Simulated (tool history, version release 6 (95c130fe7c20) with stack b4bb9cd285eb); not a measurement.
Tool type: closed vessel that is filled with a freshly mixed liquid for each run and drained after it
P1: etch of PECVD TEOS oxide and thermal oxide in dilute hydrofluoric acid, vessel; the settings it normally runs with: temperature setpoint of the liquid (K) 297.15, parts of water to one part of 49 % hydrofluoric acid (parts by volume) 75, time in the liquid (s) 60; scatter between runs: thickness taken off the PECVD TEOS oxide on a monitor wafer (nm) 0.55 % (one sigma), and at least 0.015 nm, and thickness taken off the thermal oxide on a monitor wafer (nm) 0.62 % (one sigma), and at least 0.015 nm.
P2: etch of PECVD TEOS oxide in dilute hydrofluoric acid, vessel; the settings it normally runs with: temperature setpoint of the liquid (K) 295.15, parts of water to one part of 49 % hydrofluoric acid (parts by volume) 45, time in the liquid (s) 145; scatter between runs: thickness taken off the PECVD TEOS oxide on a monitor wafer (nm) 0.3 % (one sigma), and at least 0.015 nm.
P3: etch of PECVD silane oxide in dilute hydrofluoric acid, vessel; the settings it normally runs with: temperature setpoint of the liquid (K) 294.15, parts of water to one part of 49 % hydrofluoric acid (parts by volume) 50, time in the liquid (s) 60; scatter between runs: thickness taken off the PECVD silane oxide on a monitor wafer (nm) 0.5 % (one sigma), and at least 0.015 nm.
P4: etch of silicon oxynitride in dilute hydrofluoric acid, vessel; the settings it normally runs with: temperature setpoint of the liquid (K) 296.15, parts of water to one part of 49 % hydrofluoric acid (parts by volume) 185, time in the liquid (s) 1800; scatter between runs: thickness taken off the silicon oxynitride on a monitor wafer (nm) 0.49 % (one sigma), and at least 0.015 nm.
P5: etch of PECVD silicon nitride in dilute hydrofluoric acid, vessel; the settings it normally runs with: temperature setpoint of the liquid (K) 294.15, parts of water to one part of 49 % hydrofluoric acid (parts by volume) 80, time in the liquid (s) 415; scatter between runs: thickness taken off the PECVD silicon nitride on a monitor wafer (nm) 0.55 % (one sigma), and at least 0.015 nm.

run,day,process that ran,temperature setpoint of the liquid (K),parts of water to one part of 49 % hydrofluoric acid (parts by volume),time in the liquid (s),hours since the thermometer was replaced,hours since the hydrofluoric acid flow meter was replaced,thickness taken off the PECVD TEOS oxide on a monitor wafer (nm),thickness taken off the thermal oxide on a monitor wafer (nm),thickness taken off the PECVD silicon nitride on a monitor wafer (nm),thickness taken off the silicon oxynitride on a monitor wafer (nm),thickness taken off the PECVD silane oxide on a monitor wafer (nm)
1,0.675,P1,297.15,75,60,556.4,869.1,13.488,3.9379,,,
2,1.025,P5,294.15,145,415,564.8,877.5,,,13.708,,
3,1.667,P2,295.15,20,145,580.2,892.9,97.846,,,,
# day 1.712: thermometer replaced
4,2.125,P4,296.15,185,1800,9.9,903.9,,,,17.511,
5,2.575,P4,304.15,185,1800,20.7,914.7,,,,25.005,
6,2.975,P1,297.15,75,30,30.3,924.3,6.6648,2.0026,,,
7,3.708,P3,294.15,50,30,47.9,941.9,,,,,9.5154
8,4.358,P1,304.65,75,60,63.5,957.5,17.895,5.3713,,,
9,5.079,P2,295.15,45,45,80.8,974.8,13.042,,,,
10,5.492,P5,300.65,80,415,90.7,984.7,,,37.858,,
11,5.892,P5,294.15,80,415,100.3,994.3,,,24.851,,
12,6.475,P1,297.15,75,60,114.3,1008.3,13.604,3.9893,,,
13,7.154,P3,294.15,70,60,130.6,1024.6,,,,,13.269
14,7.717,P1,297.15,75,60,144.1,1038.1,13.38,3.9704,,,
15,8.321,P2,290.15,45,145,158.6,1052.6,33.97,,,,
16,8.912,P5,294.15,80,660,172.8,1066.8,,,39.732,,
17,9.6,P1,297.15,75,60,189.3,1083.3,13.34,4.0121,,,
18,9.925,P3,294.15,50,60,197.1,1091.1,,,,,19.289
19,10.35,P3,290.15,50,60,207.3,1101.3,,,,,16.196
20,11.092,P1,297.15,75,120,225.1,1119.1,26.882,8.0489,,,
21,11.708,P1,297.15,20,60,239.9,1133.9,53.879,16.088,,,
22,12.154,P4,296.15,250,1800,250.6,1144.6,,,,12.428,
23,12.904,P1,291.15,140,60,268.6,1162.6,5.1864,1.5776,,,
24,13.267,P2,295.15,45,145,277.3,1171.3,41.85,,,,
25,13.892,P1,293.15,75,60,292.3,1186.3,11.328,3.3901,,,
26,14.4,P5,294.15,80,415,304.5,1198.5,,,24.581,,
27,14.875,P1,297.15,75,60,315.9,1209.9,13.414,4.0117,,,

Run 28, settings as shown, results not yet in. Your forecast:
28,15.271,P4,296.15,185,955,325.4,1219.4,,,,?,

Run 28 measured thickness taken off the silicon oxynitride on a monitor wafer (nm) 9.4051.

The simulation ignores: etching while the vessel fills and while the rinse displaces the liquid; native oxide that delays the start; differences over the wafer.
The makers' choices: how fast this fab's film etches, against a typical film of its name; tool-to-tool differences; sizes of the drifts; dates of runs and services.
